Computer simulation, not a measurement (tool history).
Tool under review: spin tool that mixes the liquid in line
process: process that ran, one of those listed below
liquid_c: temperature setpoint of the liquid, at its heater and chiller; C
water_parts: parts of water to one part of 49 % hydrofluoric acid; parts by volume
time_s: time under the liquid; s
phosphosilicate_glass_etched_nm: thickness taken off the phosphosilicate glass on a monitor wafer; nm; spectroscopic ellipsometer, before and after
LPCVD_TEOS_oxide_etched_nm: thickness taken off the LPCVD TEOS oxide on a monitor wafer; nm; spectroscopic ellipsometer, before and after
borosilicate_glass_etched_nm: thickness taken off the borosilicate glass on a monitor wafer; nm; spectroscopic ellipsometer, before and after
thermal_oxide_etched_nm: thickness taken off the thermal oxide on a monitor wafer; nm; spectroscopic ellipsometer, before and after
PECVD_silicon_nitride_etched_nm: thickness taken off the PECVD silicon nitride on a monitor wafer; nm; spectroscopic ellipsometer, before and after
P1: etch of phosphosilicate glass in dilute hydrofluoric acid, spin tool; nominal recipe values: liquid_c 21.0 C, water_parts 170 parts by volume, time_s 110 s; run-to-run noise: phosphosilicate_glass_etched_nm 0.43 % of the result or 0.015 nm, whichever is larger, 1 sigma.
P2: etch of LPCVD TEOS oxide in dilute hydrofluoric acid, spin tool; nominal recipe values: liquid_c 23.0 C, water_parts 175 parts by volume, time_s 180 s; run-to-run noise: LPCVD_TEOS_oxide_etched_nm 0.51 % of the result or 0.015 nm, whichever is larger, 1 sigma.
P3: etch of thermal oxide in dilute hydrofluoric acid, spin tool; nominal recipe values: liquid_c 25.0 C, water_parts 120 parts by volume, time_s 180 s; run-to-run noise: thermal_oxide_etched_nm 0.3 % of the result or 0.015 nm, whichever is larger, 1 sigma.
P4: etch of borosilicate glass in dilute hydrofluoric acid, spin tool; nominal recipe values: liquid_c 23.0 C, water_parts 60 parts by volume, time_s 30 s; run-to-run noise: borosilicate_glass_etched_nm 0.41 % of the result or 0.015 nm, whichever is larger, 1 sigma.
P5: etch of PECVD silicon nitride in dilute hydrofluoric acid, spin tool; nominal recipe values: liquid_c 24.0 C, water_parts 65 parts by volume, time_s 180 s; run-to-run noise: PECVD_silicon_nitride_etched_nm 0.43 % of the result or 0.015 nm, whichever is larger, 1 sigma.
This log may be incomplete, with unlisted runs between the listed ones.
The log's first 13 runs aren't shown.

run   hour  process  liquid_c  water_parts  time_s  hours since the thermometer was replaced  hours since the hydrofluoric acid flow meter was replaced  phosphosilicate_glass_etched_nm  LPCVD_TEOS_oxide_etched_nm  borosilicate_glass_etched_nm  thermal_oxide_etched_nm  PECVD_silicon_nitride_etched_nm
 14   84.4       P1      21.0          170      20                                     351.2                                                      494.8                           8.7163
 15   90.9       P5      24.0          100     180                                     357.7                                                      501.3                                                                                                                                               4.4861
 16   96.3       P5      24.0           65     180                                     363.1                                                      506.7                                                                                                                                               6.8518
 17  102.3       P2      23.0          175     365                                     369.1                                                      512.7                                                       60.815
 18  105.8       P5      32.0           65     180                                     372.6                                                      516.2                                                                                                                                              11.4040
 19  109.6       P1      21.0          170     110                                     376.4                                                      520.0                          48.1130
 20  113.6       P1      21.0          170     110                                     380.4                                                      524.0                          47.7950
 21  119.1       P5      24.0           65     295                                     385.9                                                      529.5                                                                                                                                              11.1330
 22  126.8       P1      26.5           95     110                                     393.6                                                      537.2                         116.0400
 23  132.8       P1      21.0          170     110                                     399.6                                                      543.2                          47.9360
 24  140.6       P1      17.0          170     110                                     407.4                                                      551.0                          40.8000
 25  147.5       P4      23.0           95      30                                     414.3                                                      557.9                                                                                     9.5922
 26  152.6       P3      25.0          170     180                                     419.4                                                      563.0                                                                                                              4.3387
 27  158.2       P3      25.0          120     180                                     425.0                                                      568.6                                                                                                              6.5159
 28  165.8       P1      21.0          170     110                                     432.6                                                      576.2                          48.3090

Run 29 comes next. What will it give?
 29  171.7       P3      25.0          120     180                                     438.5                                                      582.1                                                                                                                   ?

thermal_oxide_etched_nm: 6.5104 nm
